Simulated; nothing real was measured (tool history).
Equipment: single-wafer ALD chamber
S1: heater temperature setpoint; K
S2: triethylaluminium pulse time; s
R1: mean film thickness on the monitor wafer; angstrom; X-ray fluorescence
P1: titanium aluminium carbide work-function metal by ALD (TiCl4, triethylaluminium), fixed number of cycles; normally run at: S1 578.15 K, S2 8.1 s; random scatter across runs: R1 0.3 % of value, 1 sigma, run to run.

run	hour	S1	S2	R1
1	9.2	578.15	8.1	20.038
# hour 18.4: triethylaluminium bottle replaced
2	21.7	578.15	12.68	21.131
3	33.2	578.15	8.1	20.119
4	38.7	578.15	2.76	13.106
5	47	561.15	8.1	18.684
6	54.6	578.15	8.1	19.97
# hour 57.3: thermocouple changed; heater temperature recalibrated
7	63	578.15	8.1	20.039
8	69.5	565.15	12.52	19.896
9	80.5	578.15	8.1	20.121
10	92.7	558.15	2.96	12.484
11	101.9	595.15	8.1	21.604
12	111.9	578.15	8.1	20.185
13	122.2	578.15	8.1	20.143
14	127.9	578.15	8.1	20.045
15	139.3	578.15	8.1	19.892
16	146.2	578.15	8.1	19.81
17	155.1	578.15	8.1	19.707
18	167	578.15	8.1	19.71
19	174.4	578.15	8.1	19.757
20	181.5	578.15	8.1	19.675
21	187.5	578.15	8.1	19.569
22	196.6	578.15	8.1	19.648

P1 no longer gives what it gave before; its output has crept away from where it was. The following 2 causes, each at its listed size, fit the log equally well:
A: wafer temperature below the value expected at the setpoint (K) = 5.06
B: triethylaluminium dose below that of a fresh bottle (%) = 10.2
The gradual shift began around hour 122.2.

4 check runs are offered, one wafer each, their results left as question marks. Which one tells the causes apart?
check 1	205.7	566.15	3.11	?
check 2	205.7	593.15	8.1	?
check 3	205.7	590.15	8.1	?
check 4	205.7	567.15	8.1	?

If the cause were each of the candidates in turn, the checks would give the following:
check	result	if A	if B
check 1	R1	13.052	12.55
check 2	R1	20.934	20.913
check 3	R1	20.676	20.659
check 4	R1	18.711	18.729
How far apart the two closest causes lie, in the result that separates them most: check 1 3.93 %; check 2 0.1 %; check 3 0.08 %; check 4 0.09 %
The causes can be told apart only by check 1. The other checks would give nearly the same results under each of them.

Check 1 has now been run. It gave: R1 12.546 angstrom. Which of the candidate causes is it?

The cause is B: triethylaluminium dose below that of a fresh bottle (%).

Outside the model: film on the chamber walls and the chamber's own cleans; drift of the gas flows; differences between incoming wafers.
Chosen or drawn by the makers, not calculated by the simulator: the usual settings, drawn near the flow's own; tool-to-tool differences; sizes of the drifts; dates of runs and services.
